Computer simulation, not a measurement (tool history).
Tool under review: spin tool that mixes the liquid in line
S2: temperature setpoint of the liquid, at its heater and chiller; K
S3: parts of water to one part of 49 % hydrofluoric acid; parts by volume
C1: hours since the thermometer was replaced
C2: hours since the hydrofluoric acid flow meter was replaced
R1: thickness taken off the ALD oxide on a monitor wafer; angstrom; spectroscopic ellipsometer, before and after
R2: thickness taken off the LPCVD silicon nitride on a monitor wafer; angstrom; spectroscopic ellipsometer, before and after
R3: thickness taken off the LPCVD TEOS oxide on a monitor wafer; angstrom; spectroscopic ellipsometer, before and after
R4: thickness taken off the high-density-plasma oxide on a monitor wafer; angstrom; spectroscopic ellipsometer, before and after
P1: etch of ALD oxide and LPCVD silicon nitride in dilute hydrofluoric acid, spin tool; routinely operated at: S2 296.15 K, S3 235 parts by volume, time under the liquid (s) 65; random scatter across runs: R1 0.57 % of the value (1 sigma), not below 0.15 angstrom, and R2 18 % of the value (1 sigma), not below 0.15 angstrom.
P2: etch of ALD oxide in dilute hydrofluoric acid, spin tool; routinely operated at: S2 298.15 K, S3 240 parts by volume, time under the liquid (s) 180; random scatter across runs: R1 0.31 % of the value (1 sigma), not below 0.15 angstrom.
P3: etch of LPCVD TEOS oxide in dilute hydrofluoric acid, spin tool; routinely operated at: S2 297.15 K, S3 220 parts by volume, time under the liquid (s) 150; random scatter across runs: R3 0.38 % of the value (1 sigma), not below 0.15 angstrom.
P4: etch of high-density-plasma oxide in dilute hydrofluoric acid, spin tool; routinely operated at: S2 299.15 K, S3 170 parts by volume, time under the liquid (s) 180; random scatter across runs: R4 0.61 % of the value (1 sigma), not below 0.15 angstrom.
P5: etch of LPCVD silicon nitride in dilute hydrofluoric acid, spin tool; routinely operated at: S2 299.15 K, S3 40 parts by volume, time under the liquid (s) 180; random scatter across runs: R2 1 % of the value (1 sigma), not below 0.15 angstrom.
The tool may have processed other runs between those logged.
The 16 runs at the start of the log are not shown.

run 17 day=3.962 | process_that_ran=P4 S2=299.15 S3=285 time_under_the_liquid_(s)=180 | C1=851.4 C2=251.1 | R4=27.434
run 18 day=4.179 | process_that_ran=P3 S2=297.15 S3=220 time_under_the_liquid_(s)=235 | C1=856.6 C2=256.3 | R3=513.79
run 19 day=4.392 | process_that_ran=P2 S2=291.15 S3=240 time_under_the_liquid_(s)=180 | C1=861.7 C2=261.4 | R1=96.299
run 20 day=4.629 | process_that_ran=P1 S2=296.15 S3=235 time_under_the_liquid_(s)=65 | C1=867.4 C2=267.1 | R1=48.161 R2=1.66930
run 21 day=4.875 | process_that_ran=P3 S2=302.15 S3=220 time_under_the_liquid_(s)=150 | C1=873.3 C2=273.0 | R3=390.26
run 22 day=5.067 | process_that_ran=P4 S2=299.15 S3=170 time_under_the_liquid_(s)=180 | C1=877.9 C2=277.6 | R4=52.493
run 23 day=5.412 | process_that_ran=P5 S2=299.15 S3=40 time_under_the_liquid_(s)=180 | C1=886.2 C2=285.9 | R2=25.57800
run 24 day=5.717 | process_that_ran=P1 S2=296.15 S3=235 time_under_the_liquid_(s)=125 | C1=893.5 C2=293.2 | R1=93.506 R2=2.27370
run 25 day=5.938 | process_that_ran=P1 S2=296.15 S3=235 time_under_the_liquid_(s)=65 | C1=898.8 C2=298.5 | R1=48.008 R2=1.30230
run 26 day=6.296 | process_that_ran=P2 S2=298.15 S3=240 time_under_the_liquid_(s)=180 | C1=907.4 C2=307.1 | R1=125.450
run 27 day=6.629 | process_that_ran=P3 S2=297.15 S3=320 time_under_the_liquid_(s)=150 | C1=915.4 C2=315.1 | R3=203.49
run 28 day=6.808 | process_that_ran=P1 S2=296.15 S3=235 time_under_the_liquid_(s)=65 | C1=919.7 C2=319.4 | R1=48.020 R2=1.14620
run 29 day=7.112 | process_that_ran=P1 S2=296.15 S3=235 time_under_the_liquid_(s)=65 | C1=927.0 C2=326.7 | R1=48.259 R2=1.54240
run 30 day=7.283 | process_that_ran=P1 S2=303.15 S3=235 time_under_the_liquid_(s)=65 | C1=931.1 C2=330.8 | R1=61.644 R2=1.39560
run 31 day=7.492 | process_that_ran=P1 S2=296.15 S3=235 time_under_the_liquid_(s)=15 | C1=936.1 C2=335.8 | R1=11.262 R2=0.37957
run 32 day=7.825 | process_that_ran=P5 S2=299.15 S3=60 time_under_the_liquid_(s)=180 | C1=944.1 C2=343.8 | R2=17.03200
run 33 day=8.104 | process_that_ran=P1 S2=296.15 S3=235 time_under_the_liquid_(s)=65 | C1=950.8 C2=350.5 | R1=47.396 R2=1.17410
run 34 day=8.446 | process_that_ran=P1 S2=296.15 S3=235 time_under_the_liquid_(s)=65 | C1=959.0 C2=358.7 | R1=48.996 R2=1.48150
run 35 day=8.746 | process_that_ran=P1 S2=296.15 S3=235 time_under_the_liquid_(s)=65 | C1=966.2 C2=365.9 | R1=49.917 R2=0.99051
run 36 day=9.100 | process_that_ran=P1 S2=296.15 S3=235 time_under_the_liquid_(s)=65 | C1=974.7 C2=374.4 | R1=50.313 R2=1.61430
run 37 day=9.421 | process_that_ran=P1 S2=296.15 S3=235 time_under_the_liquid_(s)=65 | C1=982.4 C2=382.1 | R1=50.091 R2=1.65150
run 38 day=9.788 | process_that_ran=P1 S2=296.15 S3=235 time_under_the_liquid_(s)=65 | C1=991.2 C2=390.9 | R1=50.282 R2=1.71970
run 39 day=10.117 | process_that_ran=P1 S2=296.15 S3=235 time_under_the_liquid_(s)=65 | C1=999.1 C2=398.8 | R1=50.808 R2=0.86164
run 40 day=10.375 | process_that_ran=P1 S2=296.15 S3=235 time_under_the_liquid_(s)=65 | C1=1005.3 C2=405.0 | R1=50.685 R2=1.91290
run 41 day=10.733 | process_that_ran=P1 S2=296.15 S3=235 time_under_the_liquid_(s)=65 | C1=1013.9 C2=413.6 | R1=51.369 R2=1.11960

What will run 42 give?
run 42 day=11.096 | process_that_ran=P1 S2=296.15 S3=235 time_under_the_liquid_(s)=65 | C1=1022.6 C2=422.3 | R1=? R2=?

Run 42 gave R1 50.933 angstrom, R2 0.91070 angstrom.
